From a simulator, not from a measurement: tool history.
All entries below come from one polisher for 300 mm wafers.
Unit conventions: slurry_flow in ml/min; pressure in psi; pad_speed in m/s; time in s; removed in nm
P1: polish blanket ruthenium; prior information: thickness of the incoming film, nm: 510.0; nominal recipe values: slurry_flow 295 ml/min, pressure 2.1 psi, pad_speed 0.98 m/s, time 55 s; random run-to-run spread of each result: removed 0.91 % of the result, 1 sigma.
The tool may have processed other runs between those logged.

run	day	slurry_flow	pressure	pad_speed	time	wafers polished on this pad	hours since the slurry nozzle was cleaned	hours since the head pressure was calibrated	removed
1	0.258	295	2.1	0.98	55	218	30.5	237.4	57.559
2	0.704	465	2.1	0.98	55	327	41.2	248.1	61.092
3	0.962	295	2.1	0.98	55	390	47.4	254.3	59.294
4	1.238	295	2.1	0.98	55	457	54	260.9	58.935
5	1.575	295	2.1	0.68	79	539	62.1	269	57.874
6	1.854	295	2.1	0.98	55	607	68.8	275.7	58.686
7	2.288	295	1	0.98	55	713	79.2	286.1	28.398
8	2.742	295	2.1	0.44	55	824	90.1	297	26.295
9	3.071	175	2.1	0.98	55	905	98	304.9	55.478
10	3.375	295	2.1	0.98	55	979	105.3	312.2	58.596
11	3.629	295	2.1	1.42	55	1041	111.4	318.3	84.714
12	4.112	295	3.2	0.98	55	1159	123	329.9	91.194
13	4.383	295	2.1	0.98	76	1225	129.5	336.4	80.282
14	4.654	380	2.1	0.98	43	1291	136	342.9	46.743
15	5.1	405	2.1	0.98	33	1400	146.7	353.6	35.889
16	5.412	295	2.1	0.98	38	1476	154.2	361.1	41.041
17	5.783	295	2.1	0.98	55	1567	163.1	370	58.582
18	6.088	295	2.1	0.98	55	1641	170.4	377.3	57.68
19	6.329	295	2.1	0.98	55	1700	176.2	383.1	58.113
20	6.621	295	2.1	0.98	55	1772	183.2	390.1	57.82
21	6.929	295	2.1	0.98	55	1847	190.6	397.5	57.168
22	7.408	295	2.1	0.98	55	1964	202.1	409	55.786
23	7.804	295	2.1	0.98	55	2061	211.6	418.5	55.389
24	8.283	295	2.1	0.98	55	2178	223.1	430	55.065
# day 8.383: worn pad replaced by a new one
25	8.508	295	2.1	0.98	55	30	228.5	435.4	56.081
26	8.754	295	2.1	0.98	55	90	234.4	441.3	55.99
27	9.188	295	2.1	0.98	55	196	244.8	451.7	56.599
28	9.671	295	2.1	0.98	55	314	256.4	463.3	55.049

Compared with where it was, what P1 gives has crept away. Each cause listed below fits the log as well as the rest, at the size given for it:
A: head's pressure below its setpoint, % = 5.61
B: slurry flow missing at the pad, % = 39.1
The creep began at about day 5.783.
Excluded causes, each with its reason:
removal rate lost through wear of the pad, %: serviced at day 8.383, after the drift had started, without restoring the earlier output

The list below offers 4 check runs, each averaging the results of 5 wafers, and shows each result as a question mark. For which of them would the listed causes give clearly different results?
check 1	10.154	295	1.3	1.22	55				?
check 2	10.154	180	1.3	0.98	55				?
check 3	10.154	295	2.1	0.46	55				?
check 4	10.154	295	1	0.48	55				?

Predicted outcomes, by check and by cause:
check	result	if A	if B
check 1	removed	42.865	42.861
check 2	removed	32.507	31.422
check 3	removed	26.108	26.106
check 4	removed	12.973	12.972
Smallest distance between any two causes, each pair judged by its most separating result, in per cent: check 1 0.01 %; check 2 3.39 %; check 3 0.01 %; check 4 0.01 %
The other checks would show nearly matching results whichever cause is true, so check 2 is the only one that separates the causes.

Then check 2 was run and gave: removed 32.73 nm. Which cause is it?

Of the candidate causes, it is A: head's pressure below its setpoint, %.
